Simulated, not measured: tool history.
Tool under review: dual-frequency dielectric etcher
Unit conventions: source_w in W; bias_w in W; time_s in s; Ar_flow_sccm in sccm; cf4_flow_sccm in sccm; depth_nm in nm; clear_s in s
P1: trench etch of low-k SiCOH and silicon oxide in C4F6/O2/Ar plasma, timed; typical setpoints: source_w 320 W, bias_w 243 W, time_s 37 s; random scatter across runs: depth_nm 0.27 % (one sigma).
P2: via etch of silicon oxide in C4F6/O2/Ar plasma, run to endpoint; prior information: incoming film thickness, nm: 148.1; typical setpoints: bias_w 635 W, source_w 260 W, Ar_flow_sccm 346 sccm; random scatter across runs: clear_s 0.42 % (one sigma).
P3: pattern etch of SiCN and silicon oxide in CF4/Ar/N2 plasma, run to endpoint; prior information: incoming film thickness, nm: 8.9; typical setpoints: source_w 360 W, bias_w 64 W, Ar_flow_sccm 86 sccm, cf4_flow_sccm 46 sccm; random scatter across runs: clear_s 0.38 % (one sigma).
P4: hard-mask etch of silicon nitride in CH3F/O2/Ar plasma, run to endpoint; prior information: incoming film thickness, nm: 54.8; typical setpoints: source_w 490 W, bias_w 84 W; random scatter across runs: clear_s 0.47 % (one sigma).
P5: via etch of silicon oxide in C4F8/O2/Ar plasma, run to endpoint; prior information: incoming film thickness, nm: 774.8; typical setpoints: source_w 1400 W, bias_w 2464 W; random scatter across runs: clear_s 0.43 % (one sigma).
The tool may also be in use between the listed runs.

| run | hour | process | source_w | bias_w | time_s | Ar_flow_sccm | cf4_flow_sccm | depth_nm | clear_s |
|---|---|---|---|---|---|---|---|---|---|
| 1 | 11.9 | P1 | 320 | 243 | 37 |  |  | 119.55 |  |
| 2 | 28.3 | P4 | 650 | 84 |  |  |  |  | 64.542 |
| 3 | 46.8 | P5 | 1400 | 2464 |  |  |  |  | 165.78 |
| 4 | 58.3 | P5 | 1040 | 2464 |  |  |  |  | 186.83 |
| 5 | 70.7 | P1 | 320 | 243 | 37 |  |  | 119.56 |  |
| 6 | 80.8 | P1 | 320 | 243 | 46 |  |  | 147.27 |  |
| 7 | 95.9 | P2 | 260 | 377 |  | 346 |  |  | 44.03 |
| 8 | 106.1 | P4 | 490 | 84 |  |  |  |  | 71.869 |
| 9 | 118.7 | P2 | 260 | 635 |  | 346 |  |  | 36.29 |
| 10 | 134.1 | P1 | 320 | 243 | 37 |  |  | 119.55 |  |
| 11 | 150.6 | P1 | 380 | 172 | 37 |  |  | 113.05 |  |
| 12 | 158.7 | P1 | 320 | 321 | 37 |  |  | 130.76 |  |
| 13 | 167.3 | P1 | 200 | 153 | 37 |  |  | 85.213 |  |
| 14 | 177 | P1 | 450 | 243 | 37 |  |  | 135.06 |  |
| 15 | 190.7 | P2 | 190 | 635 |  | 346 |  |  | 40.44 |
| 16 | 201.2 | P1 | 210 | 243 | 37 |  |  | 101.69 |  |
| 17 | 218.7 | P4 | 490 | 84 |  |  |  |  | 71.779 |
| 18 | 231.3 | P1 | 320 | 243 | 37 |  |  | 119.04 |  |
| 19 | 248.1 | P3 | 360 | 64 |  | 68 | 46 |  | 13.263 |
| 20 | 263.3 | P5 | 1400 | 2464 |  |  |  |  | 166.58 |
| 21 | 273.2 | P3 | 360 | 38 |  | 86 | 46 |  | 16.395 |
|  | 276 | wet clean of the chamber |
| 22 | 289.6 | P3 | 260 | 64 |  | 86 | 46 |  | 18.334 |
| 23 | 299.1 | P1 | 320 | 141 | 37 |  |  | 99.674 |  |
| 24 | 313.7 | P4 | 490 | 59 |  |  |  |  | 81.175 |
|  | 324.6 | bias power generator calibrated |
| 25 | 330.2 | P1 | 320 | 243 | 26 |  |  | 83.726 |  |
| 26 | 346.1 | P3 | 360 | 64 |  | 86 | 60 |  | 13.268 |
| 27 | 363.3 | P2 | 260 | 635 |  | 346 |  |  | 36.377 |
| 28 | 373.6 | P5 | 1400 | 1530 |  |  |  |  | 190.07 |
| 29 | 385.6 | P3 | 360 | 64 |  | 86 | 46 |  | 13.792 |
| 30 | 399.9 | P1 | 190 | 243 | 25.5 |  |  | 67.271 |  |
| 31 | 417.3 | P2 | 260 | 635 |  | 476 |  |  | 37.223 |
| 32 | 428.7 | P1 | 320 | 243 | 37 |  |  | 118.96 |  |
| 33 | 445.2 | P1 | 320 | 243 | 37 |  |  | 119.9 |  |
| 34 | 457.3 | P1 | 320 | 243 | 37 |  |  | 120.28 |  |
| 35 | 466.8 | P1 | 320 | 243 | 37 |  |  | 120.38 |  |
| 36 | 477.9 | P1 | 320 | 243 | 37 |  |  | 120.68 |  |
|  | 489.9 | wet clean of the chamber |
| 37 | 493.7 | P1 | 320 | 243 | 37 |  |  | 121.08 |  |
| 38 | 503.2 | P1 | 320 | 243 | 37 |  |  | 120.65 |  |
| 39 | 515.9 | P1 | 320 | 243 | 37 |  |  | 120.52 |  |
| 40 | 532.5 | P1 | 320 | 243 | 37 |  |  | 120.57 |  |

P1 has crept away from where it was. The log is fitted equally well by each of these 2 causes, at the sizes shown:
A: bias power that arrives over what is set, % = 4.46
B: source power that arrives over what is set, % = 3.99
At approximately hour 428.7, the process output began to creep.
The rest of the possible causes, and what rules out each one:
chamber walls in a state that raises the etch rate, %: work on it at hour 489.9, done after the drift set in, did not restore what the process gave before

Each of the check runs listed below is run on 2 wafers and reports their average, with the results left as question marks. Pick the one under which the possible causes would lead to clearly different results.
| check 1 | 549.1 | P3 | 360 | 42 |  | 86 | 46 |  | ? |
| check 2 | 549.1 | P2 | 260 | 544 |  | 475 |  |  | ? |
| check 3 | 549.1 | P5 | 1170 | 1818 |  |  |  |  | ? |
| check 4 | 549.1 | P4 | 600 | 72 |  |  |  |  | ? |

What every check run would give for each of its results, assuming each possible cause in turn:
| check | result | if A | if B |
|---|---|---|---|
| check 1 | clear_s | 15.648 | 15.324 |
| check 2 | clear_s | 39.028 | 39.13 |
| check 3 | clear_s | 192.35 | 191.82 |
| check 4 | clear_s | 69.336 | 69.304 |
Per-check spread between the two closest causes, in the result where they differ most: check 1 2.09 %; check 2 0.26 %; check 3 0.28 %; check 4 0.05 %
The other checks would show nearly matching results whichever cause is true, so check 1 is the only one that separates the causes.

Check 1 was then run and gave: clear_s 15.611 s. Which cause is it?

Of the candidate causes, it is A: bias power that arrives over what is set, %.
